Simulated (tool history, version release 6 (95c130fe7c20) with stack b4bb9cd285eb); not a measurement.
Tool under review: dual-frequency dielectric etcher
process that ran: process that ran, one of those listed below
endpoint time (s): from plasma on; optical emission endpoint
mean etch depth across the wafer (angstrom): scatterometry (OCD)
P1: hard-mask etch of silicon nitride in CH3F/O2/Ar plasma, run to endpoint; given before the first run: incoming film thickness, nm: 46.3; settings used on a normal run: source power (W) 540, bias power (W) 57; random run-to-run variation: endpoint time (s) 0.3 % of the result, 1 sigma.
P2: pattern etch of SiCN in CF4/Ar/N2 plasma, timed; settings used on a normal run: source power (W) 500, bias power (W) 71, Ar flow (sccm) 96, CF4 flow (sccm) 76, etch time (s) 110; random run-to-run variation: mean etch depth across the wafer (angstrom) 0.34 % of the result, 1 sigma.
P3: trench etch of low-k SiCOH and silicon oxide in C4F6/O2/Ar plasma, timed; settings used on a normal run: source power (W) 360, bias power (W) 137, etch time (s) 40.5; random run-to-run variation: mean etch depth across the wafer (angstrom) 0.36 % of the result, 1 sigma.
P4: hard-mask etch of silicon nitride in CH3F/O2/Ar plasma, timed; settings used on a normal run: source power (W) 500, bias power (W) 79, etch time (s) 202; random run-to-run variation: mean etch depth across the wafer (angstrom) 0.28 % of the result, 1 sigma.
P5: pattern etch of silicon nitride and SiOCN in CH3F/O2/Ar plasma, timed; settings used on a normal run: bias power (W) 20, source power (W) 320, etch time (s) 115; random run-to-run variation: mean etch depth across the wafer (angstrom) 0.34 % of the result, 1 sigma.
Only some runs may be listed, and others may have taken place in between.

run,hour,process that ran,source power (W),bias power (W),Ar flow (sccm),CF4 flow (sccm),etch time (s),endpoint time (s),mean etch depth across the wafer (angstrom)
1,4.5,P1,540,57,,,,63.479,
2,12.5,P2,500,92,96,76,110,,1158.9
3,17.7,P4,370,79,,,202,,1386.5
4,23.3,P2,500,71,96,76,141,,1362.3
5,32,P1,380,57,,,,72.572,
6,38.2,P2,500,71,96,105,110,,1113.9
7,44,P1,540,57,,,,63.164,
8,51.3,P1,540,42,,,,69.822,
9,56.9,P5,320,20,,,115,,136.27
10,62.2,P1,540,57,,,,63.672,
11,66.3,P1,540,57,,,,63.397,
12,73.6,P3,360,170,,,40.5,,1177.4
13,81.4,P4,500,79,,,202,,1540.1
14,87.3,P2,500,71,61,76,110,,1130.5
15,96.3,P3,260,137,,,40.5,,973.46
16,104.4,P5,320,13,,,115,,113.4
17,108.9,P5,320,20,,,170.5,,201.41
# hour 109.5: bias power generator calibrated
18,118.2,P1,730,57,,,,56.205,
19,122.2,P4,500,64,,,202,,1451.7
20,130,P4,500,79,,,134,,1022.5
21,135,P2,410,71,96,76,110,,889.13
22,140.2,P3,360,137,,,40.5,,1104.6
23,146.7,P3,360,137,,,24,,654.77
24,153.6,P1,540,80,,,,56.864,
25,160.7,P1,390,73,,,,66.26,
26,166.8,P1,540,57,,,,63.341,
27,173.4,P5,410,20,,,115,,149.01
28,181.8,P1,360,75,,,,67.676,
29,185.9,P1,540,57,,,,63.242,
30,192.7,P2,500,71,96,76,110,,1058.2
31,201.1,P1,540,57,,,,63.702,
32,208.6,P1,540,57,,,,63.214,
33,215.8,P1,540,57,,,,63.531,
34,220.5,P1,540,57,,,,64.223,
35,227.3,P1,540,57,,,,64.056,
# hour 236.1: wet clean of the chamber
36,236.3,P1,540,57,,,,64.02,
37,242.1,P1,540,57,,,,64.145,
38,249.6,P1,540,57,,,,64.427,

The output of P1 has drifted from where it used to be. Each of the 2 causes below, taken at the size shown beside it, accounts for the log equally well:
A: bias power that arrives under what is set, % = 4.71
B: source power that arrives under what is set, % = 3.82
The process output started creeping at around hour 208.6.
Every other cause this tool's parts could produce, and why it does not fit the log:
chamber walls in a state that lowers the etch rate, %: serviced at hour 236.1, which brought nothing back

Which of the 4 check runs listed below, each an average over 2 wafers with its results shown as question marks, gives clearly different results under the different listed causes?
check 1,257.1,P3,360,164,,,25,,?
check 2,257.1,P2,500,71,64,105,110,,?
check 3,257.1,P4,500,79,,,151.5,,?
check 4,257.1,P5,320,14,,,160.5,,?

Expected result of each check under each candidate cause:
check,result,if A,if B
check 1,mean etch depth across the wafer (angstrom),709.98,709.8
check 2,mean etch depth across the wafer (angstrom),1149,1126.2
check 3,mean etch depth across the wafer (angstrom),1143.5,1145.5
check 4,mean etch depth across the wafer (angstrom),160.7,161.58
Gap, in per cent, between the two causes that each check separates least, read from the result that separates them most: check 1 0.02 %; check 2 2 %; check 3 0.18 %; check 4 0.55 %
Only check 2 tells the causes apart: in the others they would give nearly the same result.

Here is what check 2 returned: mean etch depth across the wafer (angstrom) 1128.4. Which cause is it?

Of the candidate causes, it is B: source power that arrives under what is set, %.

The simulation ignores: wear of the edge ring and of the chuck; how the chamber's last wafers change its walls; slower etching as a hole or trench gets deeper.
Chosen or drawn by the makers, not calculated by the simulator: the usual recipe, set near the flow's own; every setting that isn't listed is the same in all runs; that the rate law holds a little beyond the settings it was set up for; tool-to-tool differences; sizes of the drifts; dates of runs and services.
